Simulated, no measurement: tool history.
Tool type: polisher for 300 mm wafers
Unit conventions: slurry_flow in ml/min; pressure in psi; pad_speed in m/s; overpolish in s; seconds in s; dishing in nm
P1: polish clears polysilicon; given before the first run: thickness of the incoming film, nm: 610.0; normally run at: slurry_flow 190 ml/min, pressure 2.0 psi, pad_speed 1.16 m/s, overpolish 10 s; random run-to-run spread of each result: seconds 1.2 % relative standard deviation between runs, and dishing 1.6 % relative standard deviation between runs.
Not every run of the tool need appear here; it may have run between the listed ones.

run	hour	slurry_flow	pressure	pad_speed	overpolish	wafers polished on this pad	hours since the slurry nozzle was cleaned	hours since the head pressure was calibrated	seconds	dishing
1	9.5	190	2.0	1.16	10	406	282.7	119.4	56.647	44.777
2	20.1	190	3.1	1.16	10	496	293.3	130.0	36.170	48.697
# hour 29.1: slurry nozzle cleaned
3	32.7	190	2.0	1.16	10	601	3.7	142.6	56.877	43.538
4	39.8	190	2.0	0.78	10	661	10.8	149.7	86.145	39.315
5	49.9	190	2.0	1.16	5	746	20.9	159.8	56.819	32.219
6	59.3	280	2.0	1.16	10	825	30.3	169.2	54.620	43.932
7	69.7	190	2.0	1.16	10	913	40.7	179.6	57.008	43.635
8	82.4	190	2.0	1.52	10	1019	53.4	192.3	44.526	46.935
9	95.7	190	2.0	1.16	10	1131	66.7	205.6	57.316	42.335
10	103.1	190	2.0	1.58	18	1193	74.1	213.0	41.858	49.104
11	111.8	190	0.9	1.16	10	1266	82.8	221.7	126.130	31.585
12	122.4	190	2.0	1.16	20	1356	93.4	232.3	58.610	47.818
13	133.5	190	2.0	1.16	10	1449	104.5	243.4	57.733	44.181
14	144.4	115	2.0	1.16	10	1541	115.4	254.3	63.901	43.188
15	155.4	190	2.0	1.16	10	1633	126.4	265.3	57.842	43.234
16	164.8	190	2.0	1.16	10	1712	135.8	274.7	57.294	43.300
17	179.7	190	2.0	1.16	10	1837	150.7	289.6	60.151	43.694
18	186.9	190	2.0	1.16	10	1898	157.9	296.8	60.961	42.835
19	202.0	190	2.0	1.16	10	2025	173.0	311.9	60.790	44.224
20	214.8	190	2.0	1.16	10	2132	185.8	324.7	62.942	42.886
21	225.9	190	2.0	1.16	10	2226	196.9	335.8	61.408	43.749
# hour 238.8: head pressure recalibrated
22	239.6	190	2.0	1.16	10	2341	210.6	0.9	61.920	43.175
23	252.7	190	2.0	1.16	10	2451	223.7	14.0	62.310	42.925
24	259.9	190	2.0	1.16	10	2512	230.9	21.2	61.875	42.313
25	269.3	190	2.0	1.16	10	2591	240.3	30.6	61.475	43.368

P1 no longer gives what it gave before; its output has crept away from where it was. The following 2 causes, each at its listed size, fit the log equally well:
A: removal rate lost through wear of the pad, % = 7.16
B: slurry flow missing at the pad, % = 35
The process output started creeping at around hour 164.8.
Each remaining cause and why it is not a fit:
head's pressure below its setpoint, %: serviced at hour 238.8, after the change had begun; the process did not return to its earlier output

Each of the check runs listed below is run on 5 wafers and reports their average, with the results left as question marks. Pick the one under which the possible causes would lead to clearly different results.
check 1	278.7	120	3.0	1.16	10				?	?
check 2	278.7	190	1.1	1.16	10				?	?
check 3	278.7	190	2.5	1.16	10				?	?
check 4	278.7	190	0.9	1.16	10				?	?

What every check run would give for each of its results, assuming each possible cause in turn:
check	result	if A	if B
check 1	seconds	44.903	46.648
check 1	dishing	46.445	46.110
check 2	seconds	113.000	113.010
check 2	dishing	33.136	33.135
check 3	seconds	49.719	49.722
check 3	dishing	45.500	45.499
check 4	seconds	138.110	138.120
check 4	dishing	29.488	29.487
Separation of the two closest causes in each check, using whichever result separates them best: check 1 3.81 %; check 2 0.01 %; check 3 0.01 %; check 4 0.01 %
Check 1 tells the causes apart: in the others they would give nearly the same result.

Check 1 was carried out, with these results: seconds 45.104 s; dishing 46.651 nm. Which of the listed causes is responsible?

A is the cause: removal rate lost through wear of the pad, %.
